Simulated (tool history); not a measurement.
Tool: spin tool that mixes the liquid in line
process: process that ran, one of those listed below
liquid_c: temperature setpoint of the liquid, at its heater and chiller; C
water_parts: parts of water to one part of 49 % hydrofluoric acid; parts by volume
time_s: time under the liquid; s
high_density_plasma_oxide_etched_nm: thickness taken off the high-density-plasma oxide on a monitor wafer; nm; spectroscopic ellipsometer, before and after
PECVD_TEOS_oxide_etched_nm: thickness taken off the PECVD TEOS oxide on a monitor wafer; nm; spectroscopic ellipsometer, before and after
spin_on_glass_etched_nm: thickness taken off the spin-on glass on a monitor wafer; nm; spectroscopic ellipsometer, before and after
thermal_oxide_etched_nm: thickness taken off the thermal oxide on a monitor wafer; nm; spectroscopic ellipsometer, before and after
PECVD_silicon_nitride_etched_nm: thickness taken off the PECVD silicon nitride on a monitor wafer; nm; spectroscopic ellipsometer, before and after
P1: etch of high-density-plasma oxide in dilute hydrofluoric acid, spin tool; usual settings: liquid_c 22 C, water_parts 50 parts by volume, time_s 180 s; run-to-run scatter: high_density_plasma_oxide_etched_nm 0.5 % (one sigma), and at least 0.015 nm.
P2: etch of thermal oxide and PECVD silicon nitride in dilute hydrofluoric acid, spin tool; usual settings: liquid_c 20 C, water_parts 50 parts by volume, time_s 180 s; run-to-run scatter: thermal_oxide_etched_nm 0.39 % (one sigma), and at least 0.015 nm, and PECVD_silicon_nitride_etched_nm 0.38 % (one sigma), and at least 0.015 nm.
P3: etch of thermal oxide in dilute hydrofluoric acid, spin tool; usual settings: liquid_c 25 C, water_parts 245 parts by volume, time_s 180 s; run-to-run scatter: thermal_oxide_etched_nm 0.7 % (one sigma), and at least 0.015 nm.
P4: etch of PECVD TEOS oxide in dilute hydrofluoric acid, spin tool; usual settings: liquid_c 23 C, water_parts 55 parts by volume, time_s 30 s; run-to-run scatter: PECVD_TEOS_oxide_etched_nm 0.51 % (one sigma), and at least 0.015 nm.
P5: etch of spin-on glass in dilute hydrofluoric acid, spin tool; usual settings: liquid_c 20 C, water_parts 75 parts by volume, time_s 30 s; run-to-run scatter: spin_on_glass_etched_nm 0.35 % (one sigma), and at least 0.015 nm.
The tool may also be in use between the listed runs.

run	day	process	liquid_c	water_parts	time_s	hours since the thermometer was replaced	hours since the hydrofluoric acid flow meter was replaced	high_density_plasma_oxide_etched_nm	PECVD_TEOS_oxide_etched_nm	spin_on_glass_etched_nm	thermal_oxide_etched_nm	PECVD_silicon_nitride_etched_nm
1	0.8	P1	22	50	180	1717.9	617.6	18.52				
2	1.554	P4	23	55	65	1736	635.7		26.584			
3	2.317	P1	22	50	75	1754.3	654	7.8466				
4	3.117	P4	17	55	30	1773.5	673.2		9.66			
5	3.896	P1	22	50	310	1792.2	691.9	32.091				
# day 4.258: thermometer replaced
6	4.575	P1	22	50	180	7.7	708.2	18.617				
7	4.967	P5	27	75	30	17.1	717.6			14.253		
8	5.662	P4	23	55	30	33.8	734.3		12.44			
9	6.012	P2	20	85	180	42.2	742.7				8.8219	9.4316
10	6.667	P1	22	20	180	57.9	758.4	48.292				
11	7.267	P3	31	245	180	72.3	772.8				3.6286	
12	7.671	P1	29.5	30	180	82	782.5	43.13				
# day 7.929: hydrofluoric acid flow meter replaced
13	8.3	P1	17	50	180	97.1	9	15.088				
14	9.046	P2	20	50	180	115	26.9				15.619	15.748
15	9.475	P3	25	245	180	125.3	37.2				2.9993	
16	9.996	P2	24	50	180	137.8	49.7				18.447	20.767
17	10.567	P3	25	245	180	151.5	63.4				2.9816	
18	11.017	P1	22	50	180	162.3	74.2	18.422				
19	11.721	P5	20	75	45	179.2	91.1			16.095		
20	12.083	P5	20	75	30	187.9	99.8			10.811		
21	12.442	P1	28	50	180	196.5	108.4	23.688				
22	12.938	P1	22	50	180	208.4	120.3	18.59				
23	13.5	P2	20	50	180	221.9	133.8				15.529	15.934
24	13.871	P1	22	70	180	230.8	142.7	13.05				
25	14.629	P4	23	55	30	249	160.9		12.36			
26	15.308	P5	20	35	30	265.3	177.2			24.177		
27	15.658	P3	25	245	325	273.7	185.6				5.2927	
28	16.158	P4	23	20	30	285.7	197.6		35.665			
29	16.529	P2	20	50	305	294.6	206.5				26.412	26.771
30	17.25	P3	25	90	180	311.9	223.8				9.7391	
31	17.7	P1	22	50	180	322.7	234.6	18.589				
32	18.479	P1	22	50	180	341.4	253.3	18.107				
33	19.121	P1	22	50	180	356.8	268.7	17.899				
34	19.738	P1	22	50	180	371.6	283.5	17.732				
35	20.362	P1	22	50	180	386.6	298.5	17.516				
36	20.842	P1	22	50	180	398.1	310	17.565				
37	21.642	P1	22	50	180	417.3	329.2	17.498				
38	22.004	P1	22	50	180	426	337.9	17.467				
39	22.404	P1	22	50	180	435.6	347.5	17.563				
40	22.858	P1	22	50	180	446.5	358.4	17.439				
41	23.383	P1	22	50	180	459.1	371	17.564				

What P1 gives has crept away from where it was. These 2 causes fit the log equally well, each at the size given:
A: liquid colder than its thermometer reads (K) = 1.57
B: hydrofluoric acid flow below the setpoint (%) = 5.99
The creep began at about day 17.7.

4 check runs are offered, one wafer each, their results left as question marks. Which one tells the causes apart?
check 1	23.908	P3	25	135	180						?	
check 2	23.908	P5	24.5	75	30					?		
check 3	23.908	P4	17	55	60				?			
check 4	23.908	P2	20	75	180						?	?

What each check would give under each cause:
check	result	if A	if B
check 1	thermal_oxide_etched_nm	5.733	5.6678
check 2	spin_on_glass_etched_nm	12.119	12.066
check 3	PECVD_TEOS_oxide_etched_nm	17.893	17.946
check 4	thermal_oxide_etched_nm	9.4892	9.4767
check 4	PECVD_silicon_nitride_etched_nm	9.5777	10.052
How far apart the two closest causes lie, in the result that separates them most: check 1 1.14 %; check 2 0.44 %; check 3 0.29 %; check 4 4.83 %
Only check 4 tells the causes apart: in the others they would give nearly the same result.

Check 4 was then run and gave: thermal_oxide_etched_nm 9.4705 nm; PECVD_silicon_nitride_etched_nm 9.5961 nm. Which cause is it?

It is A: liquid colder than its thermometer reads (K).
